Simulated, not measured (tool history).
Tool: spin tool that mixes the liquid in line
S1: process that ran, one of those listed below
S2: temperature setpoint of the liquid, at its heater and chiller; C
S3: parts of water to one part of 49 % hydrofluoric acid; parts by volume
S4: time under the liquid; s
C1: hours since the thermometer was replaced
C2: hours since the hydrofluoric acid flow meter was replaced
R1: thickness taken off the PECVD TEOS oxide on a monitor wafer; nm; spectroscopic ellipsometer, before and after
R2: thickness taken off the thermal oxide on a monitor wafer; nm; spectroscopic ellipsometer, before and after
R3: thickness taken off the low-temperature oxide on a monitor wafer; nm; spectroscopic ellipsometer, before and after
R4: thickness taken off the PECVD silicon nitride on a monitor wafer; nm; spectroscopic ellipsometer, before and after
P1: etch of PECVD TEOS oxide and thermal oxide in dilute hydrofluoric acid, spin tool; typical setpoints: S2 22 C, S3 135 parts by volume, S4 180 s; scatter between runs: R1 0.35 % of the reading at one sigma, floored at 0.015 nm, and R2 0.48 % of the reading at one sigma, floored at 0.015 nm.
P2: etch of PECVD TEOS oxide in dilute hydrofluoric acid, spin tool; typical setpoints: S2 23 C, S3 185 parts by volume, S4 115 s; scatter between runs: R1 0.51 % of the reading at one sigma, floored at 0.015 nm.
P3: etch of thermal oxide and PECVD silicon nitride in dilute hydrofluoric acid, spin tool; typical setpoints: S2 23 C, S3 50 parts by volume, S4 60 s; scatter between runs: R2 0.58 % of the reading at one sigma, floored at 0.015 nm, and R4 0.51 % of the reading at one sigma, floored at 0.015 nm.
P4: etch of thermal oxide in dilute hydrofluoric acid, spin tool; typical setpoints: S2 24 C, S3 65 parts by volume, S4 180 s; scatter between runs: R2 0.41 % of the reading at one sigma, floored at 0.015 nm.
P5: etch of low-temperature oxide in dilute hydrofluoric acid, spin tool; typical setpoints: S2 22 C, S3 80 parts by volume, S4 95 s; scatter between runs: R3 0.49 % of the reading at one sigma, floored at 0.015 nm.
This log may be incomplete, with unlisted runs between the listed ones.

run,hour,S1,S2,S3,S4,C1,C2,R1,R2,R3,R4
1,10.6,P1,22,135,180,1092.1,1766.1,10.741,5.5697,,
2,19.8,P5,18,80,95,1101.3,1775.3,,,21.376,
3,30.4,P4,24,100,180,1111.9,1785.9,,8.5061,,
4,43.5,P1,22,135,180,1125,1799,10.637,5.624,,
5,55.5,P1,17,230,180,1137,1811,4.6994,2.4124,,
6,63.5,P1,22,135,180,1145,1819,10.747,5.5569,,
7,78.9,P3,19,50,60,1160.4,1834.4,,4.9071,,4.5064
8,96.3,P4,29,65,180,1177.8,1851.8,,16.812,,
9,106.1,P1,22,135,180,1187.6,1861.6,10.678,5.5792,,
10,115.1,P4,24,65,45,1196.6,1870.6,,3.3921,,
11,126.9,P4,24,65,180,1208.4,1882.4,,13.861,,
12,134.8,P1,22,135,325,1216.3,1890.3,19.189,10.047,,
13,150.6,P2,23,185,115,1232.1,1906.1,8.2713,,,
14,158.5,P3,23,50,25,1240,1914,,2.3651,,2.4871
15,166,P2,23,185,15,1247.5,1921.5,1.0538,,,
16,182.4,P2,17,185,115,1263.9,1937.9,6.5624,,,
17,198.4,P1,22,135,180,1279.9,1953.9,10.694,5.5217,,
18,211.5,P1,22,135,180,1293,1967,10.653,5.5426,,
19,227.5,P3,23,25,60,1309,1983,,12.005,,11.714
20,238.2,P1,17,135,180,1319.7,1993.7,8.7459,4.5277,,
21,250.1,P1,22,80,180,1331.6,2005.6,19.195,9.9382,,
22,263.2,P5,22,80,95,1344.7,2018.7,,,25.303,
23,271.9,P2,23,70,115,1353.4,2027.4,25.06,,,
24,289.2,P5,22,25,95,1370.7,2044.7,,,87.096,
25,305.1,P1,27,135,180,1386.6,2060.6,12.883,6.6775,,
26,320.8,P1,22,70,335,1402.3,2076.3,41.32,21.281,,
27,333.1,P1,22,245,180,1414.6,2088.6,5.2819,2.7226,,
28,347,P5,22,80,15,1428.5,2102.5,,,3.9718,
29,360.2,P1,29,135,320,1441.7,2115.7,24.811,12.882,,
30,370.4,P4,24,65,180,1451.9,2125.9,,13.857,,
31,382.2,P3,23,50,60,1463.7,2137.7,,5.8255,,5.9768
32,396.6,P1,22,135,60,1478.1,2152.1,3.5728,1.8444,,
33,412,P3,23,50,60,1493.5,2167.5,,5.7477,,5.9459
34,420.5,P5,22,80,95,1502,2176,,,25.399,
35,436.2,P1,22,135,180,1517.7,2191.7,10.65,5.5011,,
36,449.2,P1,22,135,180,1530.7,2204.7,10.295,5.3637,,
37,458.6,P1,22,135,180,1540.1,2214.1,10.147,5.2906,,

Forecast run 38:
38,467.8,P1,22,135,180,1549.3,2223.3,?,?,,

R1: 10.031 nm
R2: 5.2229 nm
